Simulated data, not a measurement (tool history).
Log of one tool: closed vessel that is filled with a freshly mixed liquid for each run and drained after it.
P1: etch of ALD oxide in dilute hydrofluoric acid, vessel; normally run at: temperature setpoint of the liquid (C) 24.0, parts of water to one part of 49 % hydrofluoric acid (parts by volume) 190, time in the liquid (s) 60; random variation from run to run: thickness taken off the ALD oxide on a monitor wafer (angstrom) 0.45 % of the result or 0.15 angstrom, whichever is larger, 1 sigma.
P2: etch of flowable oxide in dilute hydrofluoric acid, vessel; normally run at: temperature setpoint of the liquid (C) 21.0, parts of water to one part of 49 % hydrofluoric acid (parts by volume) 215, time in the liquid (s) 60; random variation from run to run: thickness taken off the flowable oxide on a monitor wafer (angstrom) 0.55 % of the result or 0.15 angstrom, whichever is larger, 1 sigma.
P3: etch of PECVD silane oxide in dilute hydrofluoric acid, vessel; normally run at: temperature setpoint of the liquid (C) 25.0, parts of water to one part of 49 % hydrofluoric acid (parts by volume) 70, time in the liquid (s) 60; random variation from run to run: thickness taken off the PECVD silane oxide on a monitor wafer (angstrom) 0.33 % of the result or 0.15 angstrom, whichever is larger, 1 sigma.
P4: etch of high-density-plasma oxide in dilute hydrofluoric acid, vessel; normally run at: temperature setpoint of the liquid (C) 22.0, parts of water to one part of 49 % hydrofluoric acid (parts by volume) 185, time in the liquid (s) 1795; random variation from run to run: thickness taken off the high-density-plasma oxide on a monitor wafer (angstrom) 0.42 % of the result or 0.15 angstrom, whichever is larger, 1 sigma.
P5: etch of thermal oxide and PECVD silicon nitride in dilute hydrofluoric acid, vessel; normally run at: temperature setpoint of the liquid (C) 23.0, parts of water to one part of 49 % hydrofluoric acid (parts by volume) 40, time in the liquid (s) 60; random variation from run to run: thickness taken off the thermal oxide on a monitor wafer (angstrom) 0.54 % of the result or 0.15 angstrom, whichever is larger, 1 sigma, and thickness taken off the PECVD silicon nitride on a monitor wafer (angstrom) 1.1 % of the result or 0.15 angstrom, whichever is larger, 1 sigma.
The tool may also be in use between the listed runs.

run	day	process that ran	temperature setpoint of the liquid (C)	parts of water to one part of 49 % hydrofluoric acid (parts by volume)	time in the liquid (s)	hours since the thermometer was replaced	hours since the hydrofluoric acid flow meter was replaced	thickness taken off the ALD oxide on a monitor wafer (angstrom)	thickness taken off the flowable oxide on a monitor wafer (angstrom)	thickness taken off the high-density-plasma oxide on a monitor wafer (angstrom)	thickness taken off the PECVD silane oxide on a monitor wafer (angstrom)	thickness taken off the thermal oxide on a monitor wafer (angstrom)	thickness taken off the PECVD silicon nitride on a monitor wafer (angstrom)
1	0.312	P1	24.0	190	60	564.2	383.0	51.045					
2	0.571	P1	31.5	190	60	570.4	389.2	67.251					
3	0.862	P2	21.0	215	60	577.4	396.2		148.25				
4	1.025	P1	24.0	190	60	581.3	400.1	51.449					
# day 1.042: thermometer replaced
5	1.171	P4	17.0	185	1795	3.1	403.6			415.02			
6	1.496	P1	24.0	190	60	10.9	411.4	51.313					
7	1.812	P3	33.5	70	60	18.5	419.0				224.64		
8	2.012	P2	21.0	35	60	23.3	423.8		1096.40				
9	2.296	P3	25.0	70	105	30.1	430.6				280.81		
10	2.479	P2	27.5	215	60	34.5	435.0		185.89				
11	2.808	P1	24.0	190	110	42.4	442.9	94.173					
12	3.138	P5	23.0	65	60	50.3	450.8					43.614	15.571
13	3.338	P3	25.0	70	60	55.1	455.6				160.79		
14	3.604	P5	23.0	40	115	61.5	462.0					139.390	46.530
15	3.792	P3	25.0	70	60	66.0	466.5				161.00		
16	4.075	P1	24.0	315	60	72.8	473.3	27.540					
17	4.388	P1	28.5	295	60	80.3	480.8	35.218					
18	4.612	P4	22.0	185	1795	85.7	486.2			507.67			
19	4.804	P1	24.0	190	60	90.3	490.8	51.452					
20	5.050	P1	24.0	305	100	96.2	496.7	47.548					
21	5.354	P1	24.0	190	30	103.5	504.0	25.766					
22	5.579	P5	23.0	40	60	108.9	509.4					73.728	24.623
23	5.821	P1	17.0	190	60	114.7	515.2	39.307					
24	6.079	P5	17.0	40	60	120.9	521.4					55.829	16.316
25	6.338	P1	24.0	105	60	127.1	527.6	102.510					
26	6.571	P2	21.0	215	105	132.7	533.2		255.84				
27	6.738	P4	22.0	185	2840	136.7	537.2			794.42			
28	6.908	P4	22.0	280	1795	140.8	541.3			304.45			
29	7.204	P1	24.0	190	60	147.9	548.4	51.470					
30	7.404	P3	25.0	95	60	152.7	553.2				114.46		
31	7.712	P1	24.0	190	60	160.1	560.6	51.542					
32	8.042	P1	24.0	190	60	168.0	568.5	52.957					
33	8.342	P1	24.0	190	60	175.2	575.7	54.908					
34	8.488	P1	24.0	190	60	178.7	579.2	54.532					
35	8.817	P1	24.0	190	60	186.6	587.1	55.248					
36	9.017	P1	24.0	190	60	191.4	591.9	55.629					
37	9.329	P1	24.0	190	60	198.9	599.4	55.908					
38	9.525	P1	24.0	190	60	203.6	604.1	56.176					
39	9.725	P1	24.0	190	60	208.4	608.9	56.308					
40	9.904	P1	24.0	190	60	212.7	613.2	56.531					
41	10.204	P1	24.0	190	60	219.9	620.4	56.099					
42	10.362	P1	24.0	190	60	223.7	624.2	56.016					

What P1 gives has crept away from where it was. These 2 causes fit the log equally well, each at the size given:
A: hydrofluoric acid flow above the setpoint (%) = 7.54
B: liquid hotter than its thermometer reads (K) = 2.38
The creep began at about day 7.712.

4 check runs are offered, one wafer each, their results left as question marks. Which one tells the causes apart?
check 1	10.521	P3	32.5	70	60						?		
check 2	10.521	P5	17.5	40	110							?	?
check 3	10.521	P2	21.0	215	105				?				
check 4	10.521	P4	22.0	275	2835					?			

What each check would give under each cause:
check	result	if A	if B
check 1	thickness taken off the PECVD silane oxide on a monitor wafer (angstrom)	233.72	235.67
check 2	thickness taken off the thermal oxide on a monitor wafer (angstrom)	114.330	117.470
check 2	thickness taken off the PECVD silicon nitride on a monitor wafer (angstrom)	33.124	36.521
check 3	thickness taken off the flowable oxide on a monitor wafer (angstrom)	280.67	281.01
check 4	thickness taken off the high-density-plasma oxide on a monitor wafer (angstrom)	536.33	532.86
How far apart the two closest causes lie, in the result that separates them most: check 1 0.83 %; check 2 9.76 %; check 3 0.12 %; check 4 0.65 %
Check 2 tells the causes apart: in the others they would give nearly the same result.

Then check 2 was run and gave: thickness taken off the thermal oxide on a monitor wafer (angstrom) 117.020; thickness taken off the PECVD silicon nitride on a monitor wafer (angstrom) 37.125. Which cause is it?

It is B: liquid hotter than its thermometer reads (K).
